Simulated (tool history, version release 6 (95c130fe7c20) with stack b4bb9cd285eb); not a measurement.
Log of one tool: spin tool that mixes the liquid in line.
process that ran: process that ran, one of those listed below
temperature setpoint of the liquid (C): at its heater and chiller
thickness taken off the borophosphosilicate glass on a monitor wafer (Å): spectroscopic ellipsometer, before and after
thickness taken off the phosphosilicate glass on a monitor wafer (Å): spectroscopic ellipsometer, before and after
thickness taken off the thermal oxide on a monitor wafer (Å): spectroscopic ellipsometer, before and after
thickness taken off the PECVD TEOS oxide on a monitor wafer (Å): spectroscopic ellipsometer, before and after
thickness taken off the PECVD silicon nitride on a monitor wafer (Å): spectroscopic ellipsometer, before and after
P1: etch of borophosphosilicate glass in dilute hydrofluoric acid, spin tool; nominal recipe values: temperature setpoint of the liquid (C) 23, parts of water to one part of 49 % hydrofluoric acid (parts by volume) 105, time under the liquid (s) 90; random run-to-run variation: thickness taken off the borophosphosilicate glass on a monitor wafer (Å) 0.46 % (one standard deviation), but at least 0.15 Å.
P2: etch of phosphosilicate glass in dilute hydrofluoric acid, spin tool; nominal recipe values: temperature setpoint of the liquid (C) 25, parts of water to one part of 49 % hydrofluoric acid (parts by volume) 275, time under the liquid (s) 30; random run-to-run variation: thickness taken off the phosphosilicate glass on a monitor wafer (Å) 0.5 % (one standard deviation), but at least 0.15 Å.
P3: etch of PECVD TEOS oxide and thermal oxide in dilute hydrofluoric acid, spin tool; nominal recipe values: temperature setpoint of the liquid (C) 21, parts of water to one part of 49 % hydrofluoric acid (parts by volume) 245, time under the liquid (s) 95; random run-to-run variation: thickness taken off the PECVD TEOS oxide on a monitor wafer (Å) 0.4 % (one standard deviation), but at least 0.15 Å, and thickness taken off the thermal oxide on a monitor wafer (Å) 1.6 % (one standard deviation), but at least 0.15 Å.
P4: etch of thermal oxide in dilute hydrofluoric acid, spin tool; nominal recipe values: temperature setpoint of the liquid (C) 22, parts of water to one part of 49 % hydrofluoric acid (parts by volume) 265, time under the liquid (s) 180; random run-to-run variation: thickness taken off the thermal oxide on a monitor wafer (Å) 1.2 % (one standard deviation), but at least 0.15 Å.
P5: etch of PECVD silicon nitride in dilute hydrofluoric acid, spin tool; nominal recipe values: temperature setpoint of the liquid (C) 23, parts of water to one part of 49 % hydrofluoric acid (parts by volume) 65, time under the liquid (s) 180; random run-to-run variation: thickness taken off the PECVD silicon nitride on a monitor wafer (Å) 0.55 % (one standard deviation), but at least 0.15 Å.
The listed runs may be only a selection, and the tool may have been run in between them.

run	hour	process that ran	temperature setpoint of the liquid (C)	parts of water to one part of 49 % hydrofluoric acid (parts by volume)	time under the liquid (s)	hours since the thermometer was replaced	hours since the hydrofluoric acid flow meter was replaced	thickness taken off the borophosphosilicate glass on a monitor wafer (Å)	thickness taken off the phosphosilicate glass on a monitor wafer (Å)	thickness taken off the thermal oxide on a monitor wafer (Å)	thickness taken off the PECVD TEOS oxide on a monitor wafer (Å)	thickness taken off the PECVD silicon nitride on a monitor wafer (Å)
1	5.7	P1	23	105	90	685.5	766	557.1				
2	9.3	P2	25	90	30	689.1	769.6		694.39			
3	13.7	P1	23	105	90	693.5	774	558.39				
4	17.2	P1	23	105	170	697	777.5	1047.3				
5	21.1	P1	30.5	165	90	700.9	781.4	436.61				
# hour 22.6: thermometer replaced
6	24.2	P4	22	265	280	1.6	784.5			36.601		
7	27.2	P3	21	245	95	4.6	787.5			13.421	58.771	
8	32.1	P1	23	105	90	9.5	792.4	554.38				
9	35.8	P1	23	25	90	13.2	796.1	2590.7				
10	40.1	P1	23	105	90	17.5	800.4	557.3				
11	45.9	P5	29	65	180	23.3	806.2					120.91
12	52.4	P5	23	65	340	29.8	812.7					154.67
13	57.2	P1	23	45	15	34.6	817.5	233.98				
14	62.2	P1	17	105	90	39.6	822.5	435.01				
15	65.9	P2	25	275	30	43.3	826.2		182.78			
16	71.2	P1	23	145	90	48.6	831.5	384.49				
17	77.6	P3	17	245	95	55	837.9			11.382	50.574	
18	83.9	P4	22	265	180	61.3	844.2			23.199		
19	87.9	P1	23	105	90	65.3	848.2	555.69				
20	91.9	P5	23	115	180	69.3	852.2					46.623
21	98.1	P4	17	265	180	75.5	858.4			19.236		
22	103.7	P5	23	65	180	81.1	864					81.44
23	107.8	P1	27	105	90	85.2	868.1	651.03				
24	112.4	P1	23	105	15	89.8	872.7	92.576				
25	117.6	P1	17	105	140	95	877.9	673.98				
26	121.5	P1	23	105	90	98.9	881.8	560.47				
27	126.8	P2	25	275	30	104.2	887.1		184.68			
28	131.5	P2	25	275	15	108.9	891.8		93.172			
29	134.8	P3	21	245	160	112.2	895.1			23.001	98.52	
30	138.8	P3	21	55	95	116.2	899.1			74.153	322.44	
31	144.5	P4	22	110	180	121.9	904.8			66.092		
32	149.8	P2	30.5	275	30	127.2	910.1		223.32			
33	154.2	P5	23	65	180	131.6	914.5					81.44
34	157.8	P1	23	105	90	135.2	918.1	556.66				
35	161.4	P1	23	105	90	138.8	921.7	541.93				
36	166.1	P1	23	105	90	143.5	926.4	528.78				
37	169.1	P1	23	105	90	146.5	929.4	526.43				
38	175.6	P1	23	105	90	153	935.9	519				
39	181.8	P1	23	105	90	159.2	942.1	518.81				
40	185.4	P1	23	105	90	162.8	945.7	515.43				
41	191.1	P1	23	105	90	168.5	951.4	516.32				
42	197.2	P1	23	105	90	174.6	957.5	515.52				

The log shows P1 creeping away from where it was. Any of the 2 causes listed here, at the size stated for it, fits the log just as well as the others:
A: liquid colder than its thermometer reads (K) = 1.95
B: hydrofluoric acid flow below the setpoint (%) = 6.7
Onset of the creep was near hour 157.8.

Each of the 4 check runs below uses one wafer; its results are left as question marks. Which run tells the causes apart?
check 1	203.3	P2	25	160	15				?			
check 2	203.3	P5	23	65	275							?
check 3	203.3	P3	21	170	95					?	?	
check 4	203.3	P4	17.5	265	180					?		

What every check run would give for each of its results, assuming each possible cause in turn:
check	result	if A	if B
check 1	thickness taken off the phosphosilicate glass on a monitor wafer (Å)	166.68	165.27
check 2	thickness taken off the PECVD silicon nitride on a monitor wafer (Å)	109.15	116.42
check 3	thickness taken off the thermal oxide on a monitor wafer (Å)	19.135	19.034
check 3	thickness taken off the PECVD TEOS oxide on a monitor wafer (Å)	84.136	83.689
check 4	thickness taken off the thermal oxide on a monitor wafer (Å)	18.348	18.162
Minimum pairwise separation of causes per check, each pair taken at its best-separating result: check 1 0.85 %; check 2 6.45 %; check 3 0.53 %; check 4 1.02 %
Only check 2 tells the causes apart: in the others they would give nearly the same result.

The results of check 2 are: thickness taken off the PECVD silicon nitride on a monitor wafer (Å) 109.56. Based on these, which of the listed causes is it?

A is the cause: liquid colder than its thermometer reads (K).

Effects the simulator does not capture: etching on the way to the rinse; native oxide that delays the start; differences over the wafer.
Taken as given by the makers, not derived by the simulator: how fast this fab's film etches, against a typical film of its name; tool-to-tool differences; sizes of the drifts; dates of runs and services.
